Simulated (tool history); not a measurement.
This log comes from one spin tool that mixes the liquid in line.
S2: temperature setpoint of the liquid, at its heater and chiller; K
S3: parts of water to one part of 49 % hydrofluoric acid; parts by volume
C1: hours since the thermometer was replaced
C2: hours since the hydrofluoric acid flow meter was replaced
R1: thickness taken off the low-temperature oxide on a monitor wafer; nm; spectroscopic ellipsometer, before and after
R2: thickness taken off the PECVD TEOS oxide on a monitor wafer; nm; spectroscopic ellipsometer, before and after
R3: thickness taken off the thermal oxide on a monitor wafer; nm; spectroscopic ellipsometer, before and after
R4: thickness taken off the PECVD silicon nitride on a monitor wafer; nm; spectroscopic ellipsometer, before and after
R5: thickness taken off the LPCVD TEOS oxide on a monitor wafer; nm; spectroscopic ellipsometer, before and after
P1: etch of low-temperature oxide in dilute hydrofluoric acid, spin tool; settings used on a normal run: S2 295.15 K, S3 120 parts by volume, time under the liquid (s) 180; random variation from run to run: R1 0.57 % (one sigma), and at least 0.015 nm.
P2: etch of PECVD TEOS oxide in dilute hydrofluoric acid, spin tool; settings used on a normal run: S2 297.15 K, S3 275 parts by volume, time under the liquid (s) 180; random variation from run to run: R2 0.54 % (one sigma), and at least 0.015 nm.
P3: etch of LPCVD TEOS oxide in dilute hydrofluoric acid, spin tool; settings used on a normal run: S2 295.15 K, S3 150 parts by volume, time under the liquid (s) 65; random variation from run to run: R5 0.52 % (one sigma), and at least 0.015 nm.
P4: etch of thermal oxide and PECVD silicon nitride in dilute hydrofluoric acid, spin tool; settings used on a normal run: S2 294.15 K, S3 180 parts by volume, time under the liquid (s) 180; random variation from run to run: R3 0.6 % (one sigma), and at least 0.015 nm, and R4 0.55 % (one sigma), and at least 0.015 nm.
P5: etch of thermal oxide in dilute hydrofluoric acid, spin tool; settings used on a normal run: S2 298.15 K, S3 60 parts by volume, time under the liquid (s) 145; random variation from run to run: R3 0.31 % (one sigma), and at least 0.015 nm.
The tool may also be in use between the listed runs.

Run 1, day 0.254: process that ran P1, S2 295.15 K, S3 120 parts by volume, time under the liquid (s) 180; C1 346.5; C2 405.2. Result: R1 25.4990 nm.
Run 2, day 0.588: process that ran P2, S2 297.15 K, S3 145 parts by volume, time under the liquid (s) 180; C1 354.5; C2 413.2. Result: R2 20.5410 nm.
Run 3, day 0.808: process that ran P5, S2 298.15 K, S3 60 parts by volume, time under the liquid (s) 60; C1 359.8; C2 418.5. Result: R3 5.1658 nm.
Run 4, day 0.979: process that ran P1, S2 295.15 K, S3 195 parts by volume, time under the liquid (s) 180; C1 363.9; C2 422.6. Result: R1 14.3220 nm.
Run 5, day 1.196: process that ran P5, S2 292.65 K, S3 60 parts by volume, time under the liquid (s) 145; C1 369.1; C2 427.8. Result: R3 9.9688 nm.
Run 6, day 1.550: process that ran P1, S2 290.65 K, S3 120 parts by volume, time under the liquid (s) 260; C1 377.6; C2 436.3. Result: R1 30.4780 nm.
Run 7, day 1.750: process that ran P5, S2 298.15 K, S3 110 parts by volume, time under the liquid (s) 145; C1 382.4; C2 441.1. Result: R3 6.3524 nm.
Run 8, day 2.029: process that ran P1, S2 295.15 K, S3 120 parts by volume, time under the liquid (s) 180; C1 389.1; C2 447.8. Result: R1 25.5660 nm.
Run 9, day 2.292: process that ran P4, S2 294.15 K, S3 180 parts by volume, time under the liquid (s) 180; C1 395.4; C2 454.1. Result: R3 4.2744 nm, R4 3.9999 nm.
Run 10, day 2.575: process that ran P2, S2 290.15 K, S3 275 parts by volume, time under the liquid (s) 180; C1 402.2; C2 460.9. Result: R2 7.3425 nm.
Run 11, day 2.896: process that ran P1, S2 295.15 K, S3 120 parts by volume, time under the liquid (s) 180; C1 409.9; C2 468.6. Result: R1 25.3000 nm.
Run 12, day 3.275: process that ran P4, S2 294.15 K, S3 180 parts by volume, time under the liquid (s) 180; C1 419.0; C2 477.7. Result: R3 4.2641 nm, R4 3.9531 nm.
Run 13, day 3.579: process that ran P3, S2 295.15 K, S3 85 parts by volume, time under the liquid (s) 65; C1 426.3; C2 485.0. Result: R5 28.626 nm.
Run 14, day 3.792: process that ran P1, S2 295.15 K, S3 40 parts by volume, time under the liquid (s) 180; C1 431.4; C2 490.1. Result: R1 84.0510 nm.
Run 15, day 4.012: process that ran P4, S2 300.15 K, S3 180 parts by volume, time under the liquid (s) 180; C1 436.7; C2 495.4. Result: R3 5.2959 nm, R4 5.7391 nm.
Run 16, day 4.379: process that ran P3, S2 295.15 K, S3 150 parts by volume, time under the liquid (s) 65; C1 445.5; C2 504.2. Result: R5 15.056 nm.
Run 17, day 4.625: process that ran P3, S2 295.15 K, S3 150 parts by volume, time under the liquid (s) 95; C1 451.4; C2 510.1. Result: R5 22.020 nm.
Run 18, day 4.938: process that ran P1, S2 295.15 K, S3 120 parts by volume, time under the liquid (s) 180; C1 458.9; C2 517.6. Result: R1 25.3230 nm.
Run 19, day 5.129: process that ran P1, S2 295.15 K, S3 120 parts by volume, time under the liquid (s) 180; C1 463.5; C2 522.2. Result: R1 25.4030 nm.
Run 20, day 5.342: process that ran P1, S2 300.65 K, S3 120 parts by volume, time under the liquid (s) 265; C1 468.6; C2 527.3. Result: R1 46.7390 nm.
Run 21, day 5.633: process that ran P3, S2 290.15 K, S3 150 parts by volume, time under the liquid (s) 65; C1 475.6; C2 534.3. Result: R5 12.302 nm.
Run 22, day 5.842: process that ran P2, S2 297.15 K, S3 275 parts by volume, time under the liquid (s) 295; C1 480.6; C2 539.3. Result: R2 15.6480 nm.
Run 23, day 6.033: process that ran P1, S2 295.15 K, S3 120 parts by volume, time under the liquid (s) 50; C1 485.2; C2 543.9. Result: R1 7.0575 nm.
Run 24, day 6.408: process that ran P4, S2 294.15 K, S3 180 parts by volume, time under the liquid (s) 70; C1 494.2; C2 552.9. Result: R3 1.6383 nm, R4 1.5202 nm.
Run 25, day 6.621: process that ran P1, S2 300.15 K, S3 120 parts by volume, time under the liquid (s) 180; C1 499.3; C2 558.0. Result: R1 30.6190 nm.
Run 26, day 6.929: process that ran P2, S2 297.15 K, S3 275 parts by volume, time under the liquid (s) 180; C1 506.7; C2 565.4. Result: R2 9.5669 nm.
Run 27, day 7.304: process that ran P1, S2 290.15 K, S3 120 parts by volume, time under the liquid (s) 180; C1 515.7; C2 574.4. Result: R1 20.7050 nm.
Run 28, day 7.662: process that ran P1, S2 295.15 K, S3 120 parts by volume, time under the liquid (s) 180; C1 524.3; C2 583.0. Result: R1 25.4230 nm.
Run 29, day 7.912: process that ran P4, S2 294.15 K, S3 40 parts by volume, time under the liquid (s) 180; C1 530.3; C2 589.0. Result: R3 22.2110 nm, R4 17.1290 nm.
Run 30, day 8.133: process that ran P5, S2 298.15 K, S3 60 parts by volume, time under the liquid (s) 145; C1 535.6; C2 594.3. Result: R3 12.5370 nm.
Run 31, day 8.450: process that ran P1, S2 295.15 K, S3 120 parts by volume, time under the liquid (s) 295; C1 543.2; C2 601.9. Result: R1 41.6150 nm.
Run 32, day 8.700: process that ran P1, S2 295.15 K, S3 120 parts by volume, time under the liquid (s) 180; C1 549.2; C2 607.9. Result: R1 25.4320 nm.
Run 33, day 9.042: process that ran P1, S2 295.15 K, S3 120 parts by volume, time under the liquid (s) 180; C1 557.4; C2 616.1. Result: R1 26.1530 nm.
Run 34, day 9.346: process that ran P1, S2 295.15 K, S3 120 parts by volume, time under the liquid (s) 180; C1 564.7; C2 623.4. Result: R1 26.8190 nm.
Run 35, day 9.688: process that ran P1, S2 295.15 K, S3 120 parts by volume, time under the liquid (s) 180; C1 572.9; C2 631.6. Result: R1 27.0320 nm.
Run 36, day 9.858: process that ran P1, S2 295.15 K, S3 120 parts by volume, time under the liquid (s) 180; C1 577.0; C2 635.7. Result: R1 27.0260 nm.
Run 37, day 10.121: process that ran P1, S2 295.15 K, S3 120 parts by volume, time under the liquid (s) 180; C1 583.3; C2 642.0. Result: R1 27.4140 nm.
Run 38, day 10.412: process that ran P1, S2 295.15 K, S3 120 parts by volume, time under the liquid (s) 180; C1 590.3; C2 649.0. Result: R1 27.3860 nm.
Run 39, day 10.767: process that ran P1, S2 295.15 K, S3 120 parts by volume, time under the liquid (s) 180; C1 598.8; C2 657.5. Result: R1 27.5960 nm.
Run 40, day 11.050: process that ran P1, S2 295.15 K, S3 120 parts by volume, time under the liquid (s) 180; C1 605.6; C2 664.3. Result: R1 27.2080 nm.
Run 41, day 11.388: process that ran P1, S2 295.15 K, S3 120 parts by volume, time under the liquid (s) 180; C1 613.7; C2 672.4. Result: R1 27.6380 nm.

The output of P1 has drifted from where it used to be. Each of the 2 causes below, taken at the size shown beside it, accounts for the log equally well:
A: hydrofluoric acid flow above the setpoint (%) = 7.27
B: liquid hotter than its thermometer reads (K) = 2.02
The creep began at about day 8.700.

The 4 check runs listed below each average the results of 2 wafers, and their outcomes are marked with question marks. Under which run would the listed causes produce clearly different results?
Run check 1, day 11.725: process that ran P3, S2 290.15 K, S3 150 parts by volume, time under the liquid (s) 65. Result: R5 ?.
Run check 2, day 11.725: process that ran P2, S2 290.15 K, S3 275 parts by volume, time under the liquid (s) 290. Result: R2 ?.
Run check 3, day 11.725: process that ran P5, S2 294.15 K, S3 105 parts by volume, time under the liquid (s) 145. Result: R3 ?.
Run check 4, day 11.725: process that ran P4, S2 294.15 K, S3 180 parts by volume, time under the liquid (s) 90. Result: R3 ?, R4 ?.

Outcome of each check run for each possible cause:
  check  result     if A     if B
check 1      R5   13.398   13.423
check 2      R2  12.9470  12.8220
check 3      R3   6.2027   6.2205
check 4      R3   2.2998   2.2871
check 4      R4   2.1067   2.2427
Per check, the gap between the least separated pair of causes, taken in the result that splits them most: check 1 0.19 %; check 2 0.97 %; check 3 0.29 %; check 4 6.25 %
The causes can be told apart only by check 4. The other checks would give nearly the same results under each of them.

Check 4 was carried out, with these results: R3 2.2940 nm; R4 2.1252 nm. Which of the listed causes is responsible?

It was cause A: hydrofluoric acid flow above the setpoint (%).
